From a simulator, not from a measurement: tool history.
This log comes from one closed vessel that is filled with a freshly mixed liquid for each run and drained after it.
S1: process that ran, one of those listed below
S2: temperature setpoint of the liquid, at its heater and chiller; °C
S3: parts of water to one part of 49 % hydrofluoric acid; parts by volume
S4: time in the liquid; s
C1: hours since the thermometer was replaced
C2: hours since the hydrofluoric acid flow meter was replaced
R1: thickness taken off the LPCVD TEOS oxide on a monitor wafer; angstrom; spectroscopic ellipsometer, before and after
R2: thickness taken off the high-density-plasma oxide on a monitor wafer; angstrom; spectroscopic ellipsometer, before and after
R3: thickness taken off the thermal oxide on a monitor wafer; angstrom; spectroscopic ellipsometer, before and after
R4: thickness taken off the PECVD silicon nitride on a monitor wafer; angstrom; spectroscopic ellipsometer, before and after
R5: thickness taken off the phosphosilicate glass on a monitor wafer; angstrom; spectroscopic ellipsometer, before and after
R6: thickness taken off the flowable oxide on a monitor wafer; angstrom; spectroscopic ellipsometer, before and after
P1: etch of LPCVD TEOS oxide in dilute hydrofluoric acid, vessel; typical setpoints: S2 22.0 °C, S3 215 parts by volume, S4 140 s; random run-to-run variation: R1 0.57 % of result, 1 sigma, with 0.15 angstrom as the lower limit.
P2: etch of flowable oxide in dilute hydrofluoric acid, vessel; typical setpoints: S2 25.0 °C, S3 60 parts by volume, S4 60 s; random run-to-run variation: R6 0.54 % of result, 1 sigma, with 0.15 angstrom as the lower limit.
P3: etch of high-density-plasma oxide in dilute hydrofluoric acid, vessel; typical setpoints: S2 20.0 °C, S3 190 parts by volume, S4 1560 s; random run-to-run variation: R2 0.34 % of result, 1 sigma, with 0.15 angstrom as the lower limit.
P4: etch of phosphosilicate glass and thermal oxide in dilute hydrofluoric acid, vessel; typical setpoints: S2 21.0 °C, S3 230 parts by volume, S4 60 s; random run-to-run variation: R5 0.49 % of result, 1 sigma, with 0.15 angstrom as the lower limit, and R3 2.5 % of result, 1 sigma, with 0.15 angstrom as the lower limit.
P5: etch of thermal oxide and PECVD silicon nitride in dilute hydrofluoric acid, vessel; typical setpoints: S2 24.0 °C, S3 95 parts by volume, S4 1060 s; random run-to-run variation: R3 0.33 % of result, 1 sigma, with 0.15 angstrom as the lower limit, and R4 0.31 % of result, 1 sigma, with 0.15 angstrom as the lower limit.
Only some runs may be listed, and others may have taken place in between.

run 1 hour=11.0 | S1=P1 S2=22.0 S3=215 S4=140 | C1=1885.1 C2=305.9 | R1=185.510
run 2 hour=26.7 | S1=P3 S2=20.0 S3=190 S4=2350 | C1=1900.8 C2=321.6 | R2=495.70
run 3 hour=41.1 | S1=P1 S2=22.0 S3=215 S4=35 | C1=1915.2 C2=336.0 | R1=46.267
run 4 hour=50.8 | S1=P1 S2=25.5 S3=215 S4=140 | C1=1924.9 C2=345.7 | R1=209.360
run 5 hour=65.4 | S1=P5 S2=24.0 S3=20 S4=1060 | C1=1939.5 C2=360.3 | R3=2879.2000 R4=1728.30
run 6 hour=75.8 | S1=P5 S2=31.0 S3=95 S4=1060 | C1=1949.9 C2=370.7 | R3=721.7700 R4=594.97
run 7 hour=89.5 | S1=P1 S2=22.0 S3=215 S4=140 | C1=1963.6 C2=384.4 | R1=184.560
run 8 hour=101.4 | S1=P4 S2=21.0 S3=415 S4=60 | C1=1975.5 C2=396.3 | R3=4.4319 R5=62.293
run 9 hour=114.0 | S1=P1 S2=22.0 S3=215 S4=200 | C1=1988.1 C2=408.9 | R1=264.360
run 10 hour=128.4 | S1=P1 S2=22.0 S3=215 S4=140 | C1=2002.5 C2=423.3 | R1=184.340
run 11 hour=136.1 | S1=P4 S2=21.0 S3=230 S4=60 | C1=2010.2 C2=431.0 | R3=9.7734 R5=133.390
run 12 hour=143.9 | S1=P1 S2=22.0 S3=215 S4=140 | C1=2018.0 C2=438.8 | R1=186.010
run 13 hour=154.8 | S1=P2 S2=25.0 S3=60 S4=115 | C1=2028.9 C2=449.7 | R6=739.48
run 14 hour=170.1 | S1=P4 S2=21.0 S3=230 S4=105 | C1=2044.2 C2=465.0 | R3=16.6550 R5=232.980
run 15 hour=183.9 | S1=P1 S2=22.0 S3=215 S4=140 | C1=2058.0 C2=478.8 | R1=185.770
run 16 hour=198.6 | S1=P1 S2=22.0 S3=65 S4=235 | C1=2072.7 C2=493.5 | R1=1218.200
run 17 hour=212.9 | S1=P3 S2=17.0 S3=190 S4=1560 | C1=2087.0 C2=507.8 | R2=293.50
run 18 hour=228.1 | S1=P3 S2=20.0 S3=45 S4=1560 | C1=2102.2 C2=523.0 | R2=1635.10
run 19 hour=238.2 | S1=P1 S2=18.0 S3=215 S4=140 | C1=2112.3 C2=533.1 | R1=158.580
run 20 hour=252.7 | S1=P4 S2=29.0 S3=230 S4=60 | C1=2126.8 C2=547.6 | R3=12.9650 R5=177.370
run 21 hour=265.0 | S1=P5 S2=24.0 S3=95 S4=1635 | C1=2139.1 C2=559.9 | R3=849.4100 R4=585.47
run 22 hour=274.5 | S1=P5 S2=24.0 S3=95 S4=1060 | C1=2148.6 C2=569.4 | R3=551.2800 R4=378.32
run 23 hour=289.3 | S1=P2 S2=25.0 S3=60 S4=60 | C1=2163.4 C2=584.2 | R6=390.90
run 24 hour=300.8 | S1=P5 S2=24.0 S3=95 S4=1060 | C1=2174.9 C2=595.7 | R3=548.4600 R4=379.27
run 25 hour=309.0 | S1=P1 S2=22.0 S3=215 S4=140 | C1=2183.1 C2=603.9 | R1=184.250
run 26 hour=321.6 | S1=P1 S2=22.0 S3=330 S4=140 | C1=2195.7 C2=616.5 | R1=107.820
run 27 hour=336.3 | S1=P1 S2=22.0 S3=110 S4=140 | C1=2210.4 C2=631.2 | R1=404.820
run 28 hour=349.6 | S1=P3 S2=20.0 S3=190 S4=1560 | C1=2223.7 C2=644.5 | R2=328.26
run 29 hour=364.7 | S1=P1 S2=22.0 S3=325 S4=35 | C1=2238.8 C2=659.6 | R1=27.497
run 30 hour=375.8 | S1=P3 S2=20.0 S3=190 S4=1560 | C1=2249.9 C2=670.7 | R2=331.22
run 31 hour=384.8 | S1=P1 S2=17.5 S3=145 S4=140 | C1=2258.9 C2=679.7 | R1=247.900
run 32 hour=392.1 | S1=P2 S2=25.0 S3=60 S4=60 | C1=2266.2 C2=687.0 | R6=385.68
run 33 hour=404.8 | S1=P2 S2=33.0 S3=60 S4=60 | C1=2278.9 C2=699.7 | R6=530.26
run 34 hour=420.2 | S1=P2 S2=25.0 S3=20 S4=60 | C1=2294.3 C2=715.1 | R6=1237.30
run 35 hour=434.3 | S1=P1 S2=22.0 S3=215 S4=140 | C1=2308.4 C2=729.2 | R1=183.330
run 36 hour=445.0 | S1=P1 S2=22.0 S3=215 S4=140 | C1=2319.1 C2=739.9 | R1=190.150
run 37 hour=455.2 | S1=P1 S2=22.0 S3=215 S4=140 | C1=2329.3 C2=750.1 | R1=191.770
run 38 hour=470.3 | S1=P1 S2=22.0 S3=215 S4=140 | C1=2344.4 C2=765.2 | R1=196.090
run 39 hour=481.4 | S1=P1 S2=22.0 S3=215 S4=140 | C1=2355.5 C2=776.3 | R1=197.050
run 40 hour=492.1 | S1=P1 S2=22.0 S3=215 S4=140 | C1=2366.2 C2=787.0 | R1=196.750
run 41 hour=506.8 | S1=P1 S2=22.0 S3=215 S4=140 | C1=2380.9 C2=801.7 | R1=199.270
run 42 hour=521.0 | S1=P1 S2=22.0 S3=215 S4=140 | C1=2395.1 C2=815.9 | R1=200.170
run 43 hour=528.8 | S1=P1 S2=22.0 S3=215 S4=140 | C1=2402.9 C2=823.7 | R1=198.490

What P1 gives has crept off from where it sat before. The 2 causes that follow fit the log equally well, each at the size noted:
A: hydrofluoric acid flow above the setpoint (%) = 6.45
B: liquid hotter than its thermometer reads (K) = 2.05
The creep began at about hour 434.3.

Listed below are the offered check runs, one wafer per run, with question marks in place of results. For which of them would the causes give clearly different outcomes?
run check 1 hour=536.6 | S1=P5 S2=24.0 S3=25 S4=1060 | R3=? R4=?
run check 2 hour=536.6 | S1=P3 S2=17.0 S3=190 S4=1560 | R2=?
run check 3 hour=536.6 | S1=P4 S2=28.0 S3=230 S4=60 | R3=? R5=?
run check 4 hour=536.6 | S1=P2 S2=29.0 S3=60 S4=60 | R6=?

If the cause were each of the candidates in turn, the checks would give the following:
check=check_1 result=R3 if_A=2445.4000 if_B=2497.7000
check=check_1 result=R4 if_A=1481.00 if_B=1603.20
check=check_2 result=R2 if_A=315.35 if_B=317.92
check=check_3 result=R3 if_A=13.5440 if_B=13.4310
check=check_3 result=R5 if_A=185.550 if_B=184.000
check=check_4 result=R6 if_A=489.08 if_B=494.83
Per-check spread between the two closest causes, in the result where they differ most: check 1 7.93 %; check 2 0.81 %; check 3 0.84 %; check 4 1.17 %
Check 1 distinguishes between the causes, while the remaining checks would return nearly the same result for all of them.

Check 1 has now been run. It gave: R3 2441.4000 angstrom; R4 1479.50 angstrom. Which of the candidate causes is it?

The correct cause is A, namely: hydrofluoric acid flow above the setpoint (%).
